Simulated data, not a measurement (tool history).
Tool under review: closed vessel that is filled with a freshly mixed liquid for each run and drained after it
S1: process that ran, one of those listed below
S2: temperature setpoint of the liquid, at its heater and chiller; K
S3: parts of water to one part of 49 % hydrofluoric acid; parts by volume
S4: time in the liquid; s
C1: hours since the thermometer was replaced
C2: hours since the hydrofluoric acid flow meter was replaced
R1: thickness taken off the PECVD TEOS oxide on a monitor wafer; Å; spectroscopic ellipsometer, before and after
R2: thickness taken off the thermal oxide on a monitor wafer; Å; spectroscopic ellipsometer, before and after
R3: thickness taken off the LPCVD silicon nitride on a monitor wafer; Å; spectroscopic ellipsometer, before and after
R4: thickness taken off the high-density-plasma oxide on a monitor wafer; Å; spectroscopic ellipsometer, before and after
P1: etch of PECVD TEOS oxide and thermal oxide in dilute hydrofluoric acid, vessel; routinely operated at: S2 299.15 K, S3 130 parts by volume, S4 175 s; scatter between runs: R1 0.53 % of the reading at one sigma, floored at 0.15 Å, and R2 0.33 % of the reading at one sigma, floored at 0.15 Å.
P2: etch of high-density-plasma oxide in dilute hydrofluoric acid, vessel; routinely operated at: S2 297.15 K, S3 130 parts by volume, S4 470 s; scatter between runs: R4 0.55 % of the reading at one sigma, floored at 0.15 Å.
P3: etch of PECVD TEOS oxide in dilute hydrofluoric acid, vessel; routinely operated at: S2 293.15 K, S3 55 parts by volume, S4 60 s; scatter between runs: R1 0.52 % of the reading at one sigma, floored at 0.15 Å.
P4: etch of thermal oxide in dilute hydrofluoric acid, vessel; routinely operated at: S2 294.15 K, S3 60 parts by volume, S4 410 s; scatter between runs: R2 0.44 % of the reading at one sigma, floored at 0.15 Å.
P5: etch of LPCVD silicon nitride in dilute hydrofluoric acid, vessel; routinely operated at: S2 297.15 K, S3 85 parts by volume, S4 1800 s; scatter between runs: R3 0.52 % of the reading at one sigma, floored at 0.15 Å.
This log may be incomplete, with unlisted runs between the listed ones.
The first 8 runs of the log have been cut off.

run   hour  S1      S2   S3    S4     C1     C2      R1      R2      R3      R4
  9   66.3  P1  299.15  130   175    220  505.1  261.79  66.001
 10     73  P1  299.15  130    40  226.7  511.8  60.226  15.212
 11   82.9  P3  293.15   55    60  236.6  521.7  93.514
 12   91.2  P1  299.15   55   335  244.9    530  1296.9  330.07
 13   98.7  P1  299.15  200   175  252.4  537.5  155.57  40.127
 14  105.2  P2  297.15  130    30  258.9    544                           22.98
 15  111.7  P2  304.65  130   470  265.4  550.5                          475.01
 16  117.7  P1  299.15   40   175  271.4  556.5  957.65  241.97
 17  123.1  P5  297.15   85  1800  276.8  561.9                  106.14
 18  131.6  P4  300.15   60   410  285.3  570.4          357.58
 19    138  P1  299.15  130   175  291.7  576.8  262.61  66.853
 20  142.4  P3  290.15   55    60  296.1  581.2  83.381
 21  152.5  P4  294.15   60   410  306.2  591.3          281.09
 22    162  P1  291.15  130   175  315.7  600.8  190.27   48.57
 23  170.5  P1  299.15  180   335  324.2  609.3  338.27  86.922
 24  179.8  P4  294.15   60   410  333.5  618.6          281.36

Run 25 comes next. What will it give?
 25  185.1  P2  297.15  80  470  338.8  623.9               ?

R4: 625.83 Å

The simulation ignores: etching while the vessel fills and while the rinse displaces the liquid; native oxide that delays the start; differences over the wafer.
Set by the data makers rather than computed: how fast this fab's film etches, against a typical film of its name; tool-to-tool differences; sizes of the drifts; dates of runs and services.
